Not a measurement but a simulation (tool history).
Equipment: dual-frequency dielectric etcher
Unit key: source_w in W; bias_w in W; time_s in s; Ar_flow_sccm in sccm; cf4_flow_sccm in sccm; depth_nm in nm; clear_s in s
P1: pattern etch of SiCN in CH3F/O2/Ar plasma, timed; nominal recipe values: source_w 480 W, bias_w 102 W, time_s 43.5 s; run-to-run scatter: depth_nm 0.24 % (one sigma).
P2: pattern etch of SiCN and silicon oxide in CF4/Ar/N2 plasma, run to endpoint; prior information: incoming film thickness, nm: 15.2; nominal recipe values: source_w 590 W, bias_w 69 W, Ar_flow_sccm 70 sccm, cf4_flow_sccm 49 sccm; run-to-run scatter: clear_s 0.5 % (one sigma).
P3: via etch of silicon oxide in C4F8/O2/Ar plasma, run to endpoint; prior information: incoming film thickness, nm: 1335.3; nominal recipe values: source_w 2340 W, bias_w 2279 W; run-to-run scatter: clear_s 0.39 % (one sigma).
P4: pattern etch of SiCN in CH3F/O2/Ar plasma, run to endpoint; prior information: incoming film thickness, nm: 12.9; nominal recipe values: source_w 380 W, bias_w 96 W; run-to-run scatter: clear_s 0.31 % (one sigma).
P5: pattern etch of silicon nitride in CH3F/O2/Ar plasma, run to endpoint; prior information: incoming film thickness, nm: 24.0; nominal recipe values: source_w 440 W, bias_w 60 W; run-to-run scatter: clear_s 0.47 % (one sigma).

{"run": 1, "hour": 8.2, "process": "P1", "source_w": 480, "bias_w": 102, "time_s": 43.5, "depth_nm": 19.463}
{"run": 2, "hour": 15.7, "process": "P2", "source_w": 340, "bias_w": 69, "Ar_flow_sccm": 70, "cf4_flow_sccm": 49, "clear_s": 22.845}
{"run": 3, "hour": 25.2, "process": "P1", "source_w": 480, "bias_w": 102, "time_s": 43.5, "depth_nm": 19.352}
{"run": 4, "hour": 35.0, "process": "P1", "source_w": 390, "bias_w": 102, "time_s": 43.5, "depth_nm": 17.961}
{"run": 5, "hour": 46.4, "process": "P1", "source_w": 670, "bias_w": 102, "time_s": 43.5, "depth_nm": 22.065}
{"run": 6, "hour": 56.7, "process": "P4", "source_w": 230, "bias_w": 96, "clear_s": 38.827}
{"run": 7, "hour": 67.6, "process": "P1", "source_w": 480, "bias_w": 119, "time_s": 52, "depth_nm": 24.646}
{"run": 8, "hour": 78.2, "process": "P3", "source_w": 2340, "bias_w": 2942, "clear_s": 221.53}
{"run": 9, "hour": 87.7, "process": "P1", "source_w": 480, "bias_w": 67, "time_s": 43.5, "depth_nm": 16.743}
{"run": 10, "hour": 98.8, "process": "P1", "source_w": 480, "bias_w": 102, "time_s": 27.5, "depth_nm": 12.355}
{"run": 11, "hour": 109.2, "process": "P5", "source_w": 440, "bias_w": 60, "clear_s": 35.726}
{"run": 12, "hour": 116.6, "process": "P2", "source_w": 590, "bias_w": 69, "Ar_flow_sccm": 86, "cf4_flow_sccm": 49, "clear_s": 14.311}
{"run": 13, "hour": 126.6, "process": "P2", "source_w": 590, "bias_w": 69, "Ar_flow_sccm": 70, "cf4_flow_sccm": 49, "clear_s": 13.93}
{"run": 14, "hour": 137.1, "process": "P1", "source_w": 580, "bias_w": 128, "time_s": 43.5, "depth_nm": 22.77}
{"run": 15, "hour": 147.9, "process": "P3", "source_w": 3000, "bias_w": 2279, "clear_s": 215.91}
{"run": 16, "hour": 160.9, "process": "P5", "source_w": 440, "bias_w": 35, "clear_s": 41.684}
{"run": 17, "hour": 168.8, "process": "P2", "source_w": 590, "bias_w": 46, "Ar_flow_sccm": 70, "cf4_flow_sccm": 49, "clear_s": 15.746}
{"run": 18, "hour": 175.4, "process": "P5", "source_w": 260, "bias_w": 60, "clear_s": 42.943}
{"run": 19, "hour": 181.2, "process": "P1", "source_w": 480, "bias_w": 102, "time_s": 43.5, "depth_nm": 19.398}
{"run": 20, "hour": 190.2, "process": "P4", "source_w": 380, "bias_w": 96, "clear_s": 32.285}
{"run": 21, "hour": 200.5, "process": "P1", "source_w": 480, "bias_w": 128, "time_s": 43.5, "depth_nm": 21.311}
{"run": 22, "hour": 209.8, "process": "P1", "source_w": 480, "bias_w": 102, "time_s": 58.5, "depth_nm": 26.276}
{"run": 23, "hour": 218.2, "process": "P2", "source_w": 590, "bias_w": 69, "Ar_flow_sccm": 70, "cf4_flow_sccm": 62, "clear_s": 13.35}
{"run": 24, "hour": 226.3, "process": "P4", "source_w": 380, "bias_w": 120, "clear_s": 29.568}
{"run": 25, "hour": 233.9, "process": "P4", "source_w": 380, "bias_w": 96, "clear_s": 32.469}

Estimate the outcome of run 26 from the log above:
{"run": 26, "hour": 244.0, "process": "P3", "source_w": 2340, "bias_w": 2279, "clear_s": "?"}

Run 26 measured clear_s 237.69 s.

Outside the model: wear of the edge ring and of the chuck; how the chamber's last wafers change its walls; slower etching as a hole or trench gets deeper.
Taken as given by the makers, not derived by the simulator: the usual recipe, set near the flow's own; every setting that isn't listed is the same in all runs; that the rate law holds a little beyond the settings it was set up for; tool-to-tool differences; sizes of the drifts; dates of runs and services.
